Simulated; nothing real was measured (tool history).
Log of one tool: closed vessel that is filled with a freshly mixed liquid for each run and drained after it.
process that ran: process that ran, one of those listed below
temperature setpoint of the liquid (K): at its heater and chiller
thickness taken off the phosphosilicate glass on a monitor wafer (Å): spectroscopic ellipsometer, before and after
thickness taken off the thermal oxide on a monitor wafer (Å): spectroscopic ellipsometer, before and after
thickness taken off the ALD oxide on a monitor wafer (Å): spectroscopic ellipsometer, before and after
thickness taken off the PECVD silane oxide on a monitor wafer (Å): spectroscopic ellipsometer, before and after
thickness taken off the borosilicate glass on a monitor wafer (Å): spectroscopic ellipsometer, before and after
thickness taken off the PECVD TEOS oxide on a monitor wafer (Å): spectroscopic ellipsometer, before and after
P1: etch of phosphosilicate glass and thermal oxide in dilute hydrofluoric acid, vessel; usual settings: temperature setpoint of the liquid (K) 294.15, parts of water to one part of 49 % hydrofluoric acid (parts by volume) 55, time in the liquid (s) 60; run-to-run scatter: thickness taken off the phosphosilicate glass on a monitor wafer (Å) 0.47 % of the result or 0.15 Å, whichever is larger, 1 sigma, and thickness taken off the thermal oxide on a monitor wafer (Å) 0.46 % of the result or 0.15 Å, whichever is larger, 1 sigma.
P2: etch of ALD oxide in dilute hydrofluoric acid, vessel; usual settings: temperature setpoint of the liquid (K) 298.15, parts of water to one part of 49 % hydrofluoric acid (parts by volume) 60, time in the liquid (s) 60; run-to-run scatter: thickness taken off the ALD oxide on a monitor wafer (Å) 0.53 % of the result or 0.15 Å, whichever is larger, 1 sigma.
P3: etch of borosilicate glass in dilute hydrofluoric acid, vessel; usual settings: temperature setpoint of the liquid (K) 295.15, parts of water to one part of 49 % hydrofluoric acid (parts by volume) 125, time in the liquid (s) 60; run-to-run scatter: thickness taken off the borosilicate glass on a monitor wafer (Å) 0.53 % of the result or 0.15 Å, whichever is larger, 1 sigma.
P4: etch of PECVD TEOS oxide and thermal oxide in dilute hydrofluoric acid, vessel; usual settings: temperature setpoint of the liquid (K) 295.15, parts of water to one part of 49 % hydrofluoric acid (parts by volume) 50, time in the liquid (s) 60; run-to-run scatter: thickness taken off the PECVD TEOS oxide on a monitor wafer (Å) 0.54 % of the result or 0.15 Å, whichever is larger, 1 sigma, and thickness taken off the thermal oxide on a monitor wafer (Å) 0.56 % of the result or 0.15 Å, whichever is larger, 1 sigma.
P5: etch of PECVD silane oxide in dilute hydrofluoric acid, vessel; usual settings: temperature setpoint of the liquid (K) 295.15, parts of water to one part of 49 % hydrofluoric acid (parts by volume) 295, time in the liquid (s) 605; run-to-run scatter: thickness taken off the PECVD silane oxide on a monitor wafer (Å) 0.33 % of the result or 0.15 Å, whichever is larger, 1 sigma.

run     day  process that ran  temperature setpoint of the liquid (K)  parts of water to one part of 49 % hydrofluoric acid (parts by volume)  time in the liquid (s)  thickness taken off the phosphosilicate glass on a monitor wafer (Å)  thickness taken off the thermal oxide on a monitor wafer (Å)  thickness taken off the ALD oxide on a monitor wafer (Å)  thickness taken off the PECVD silane oxide on a monitor wafer (Å)  thickness taken off the borosilicate glass on a monitor wafer (Å)  thickness taken off the PECVD TEOS oxide on a monitor wafer (Å)
  1   0.321                P1                                  294.15                                                                      55                      60                                                                939.07                                                        48.617
  2   0.917                P2                                  298.15                                                                     110                      60                                                                                                                                                                                        137.24
  3   1.354                P5                                  295.15                                                                     295                     605                                                                                                                                                                                                                                                           597.47
  4   1.779                P1                                  294.15                                                                      20                      60                                                                  2712                                                        141.76
  5     2.5                P2                                  298.15                                                                      60                      30                                                                                                                                                                                        133.49
  6   3.029                P3                                  301.65                                                                     125                      60                                                                                                                                                                                                                                                                                                                              179.07
  7   3.671                P1                                  294.15                                                                      30                      80                                                                2382.4                                                        123.71
  8   4.121                P1                                  294.15                                                                     100                      60                                                                492.83                                                        25.568
  9   4.808                P4                                  300.15                                                                      50                      60                                                                                                                              64.779                                                                                                                                                                                                                                                           237.22
 10   5.492                P2                                  298.15                                                                      60                      60                                                                                                                                                                                        268.63
 11   5.846                P5                                  290.15                                                                     295                     605                                                                                                                                                                                                                                                           494.99
 12     6.5                P4                                  295.15                                                                      50                      60                                                                                                                              53.478                                                                                                                                                                                                                                                            192.8
 13   7.125                P1                                  294.15                                                                      55                      60                                                                945.31                                                        49.437
 14   7.483                P4                                  295.15                                                                      50                      60                                                                                                                              53.224                                                                                                                                                                                                                                                           194.93
 15   8.083                P1                                  294.15                                                                      55                      60                                                                949.07                                                        48.673
 16   8.767                P1                                  294.15                                                                      55                      60                                                                954.42                                                         48.74
 17   9.338                P1                                  290.65                                                                      55                      60                                                                807.23                                                        42.097
 18   9.867                P3                                  295.15                                                                     125                      60                                                                                                                                                                                                                                                                                                                              140.86
 19   10.55                P1                                  300.65                                                                      55                      60                                                                1231.7                                                        64.132
 20  11.025                P4                                  295.15                                                                      85                      60                                                                                                                              29.815                                                                                                                                                                                                                                                           108.96
 21  11.725                P1                                  294.15                                                                      55                      35                                                                552.68                                                        28.433
 22  12.308                P5                                  295.15                                                                     295                     605                                                                                                                                                                                                                                                            599.6
 23  12.812                P3                                  295.15                                                                      35                      60                                                                                                                                                                                                                                                                                                                              557.16
 24  13.296                P1                                  301.65                                                                      95                      60                                                                 697.1                                                        36.049
 25  13.783                P1                                  290.15                                                                      20                      60                                                                2275.6                                                           118
 26  14.479                P1                                  294.15                                                                      55                      60                                                                 948.3                                                        49.087
 27  15.046                P5                                  295.15                                                                     295                     890                                                                                                                                                                                                                                                           878.57
 28  15.567                P3                                  295.15                                                                     125                      60                                                                                                                                                                                                                                                                                                                              139.55
 29  16.054                P1                                  294.15                                                                      55                      60                                                                944.09                                                        48.869
 30  16.408                P3                                  295.15                                                                     125                     110                                                                                                                                                                                                                                                                                                                              257.23
 31  16.875                P2                                  291.15                                                                      60                      60                                                                                                                                                                                        200.79
 32  17.362                P1                                  294.15                                                                      55                     100                                                                1578.5                                                        81.524
 33  17.917                P4                                  295.15                                                                      50                     105                                                                                                                              92.577                                                                                                                                                                                                                                                           342.75
 34  18.529                P5                                  295.15                                                                     485                     605                                                                                                                                                                                                                                                           307.52
 35  18.954                P1                                  294.15                                                                      55                      60                                                                 939.8                                                        49.329
 36  19.467                P1                                  294.15                                                                      55                      60                                                                907.06                                                        47.694
 37  20.075                P1                                  294.15                                                                      55                      60                                                                881.91                                                        45.576
 38  20.521                P1                                  294.15                                                                      55                      60                                                                871.93                                                        45.707
 39   21.25                P1                                  294.15                                                                      55                      60                                                                869.12                                                        44.854
 40    21.7                P1                                  294.15                                                                      55                      60                                                                869.23                                                        44.786
 41  22.021                P1                                  294.15                                                                      55                      60                                                                 862.6                                                        44.843
 42  22.371                P1                                  294.15                                                                      55                      60                                                                859.94                                                        44.822

What P1 gives has crept away from where it was. These 2 causes fit the log equally well, each at the size given:
A: liquid colder than its thermometer reads (K) = 2.07
B: hydrofluoric acid flow below the setpoint (%) = 7.83
The creep began at about day 18.954.

4 check runs are offered, one wafer each, their results left as question marks. Which one tells the causes apart?
check 1  22.721                P2                                  294.15                                                                      60                      30                                                                                                                                                                                             ?
check 2  22.721                P5                                  290.15                                                                     390                     605                                                                                                                                                                                                                                                                ?
check 3  22.721                P3                                  301.65                                                                      35                      60                                                                                                                                                                                                                                                                                                                                   ?
check 4  22.721                P4                                  299.65                                                                      50                     100                                                                                                                                   ?                                                                                                                                                                                                                                                                ?

What each check would give under each cause:
  check                                                             result    if A    if B
check 1           thickness taken off the ALD oxide on a monitor wafer (Å)  104.19  104.15
check 2  thickness taken off the PECVD silane oxide on a monitor wafer (Å)  322.16  312.33
check 3  thickness taken off the borosilicate glass on a monitor wafer (Å)  668.74  667.47
check 4       thickness taken off the thermal oxide on a monitor wafer (Å)  97.543  97.217
check 4    thickness taken off the PECVD TEOS oxide on a monitor wafer (Å)  357.55  356.36
How far apart the two closest causes lie, in the result that separates them most: check 1 0.04 %; check 2 3.1 %; check 3 0.19 %; check 4 0.34 %
Check 2 tells the causes apart: in the others they would give nearly the same result.

Check 2 was then run and gave: thickness taken off the PECVD silane oxide on a monitor wafer (Å) 323.53. Which cause is it?

It is A: liquid colder than its thermometer reads (K).
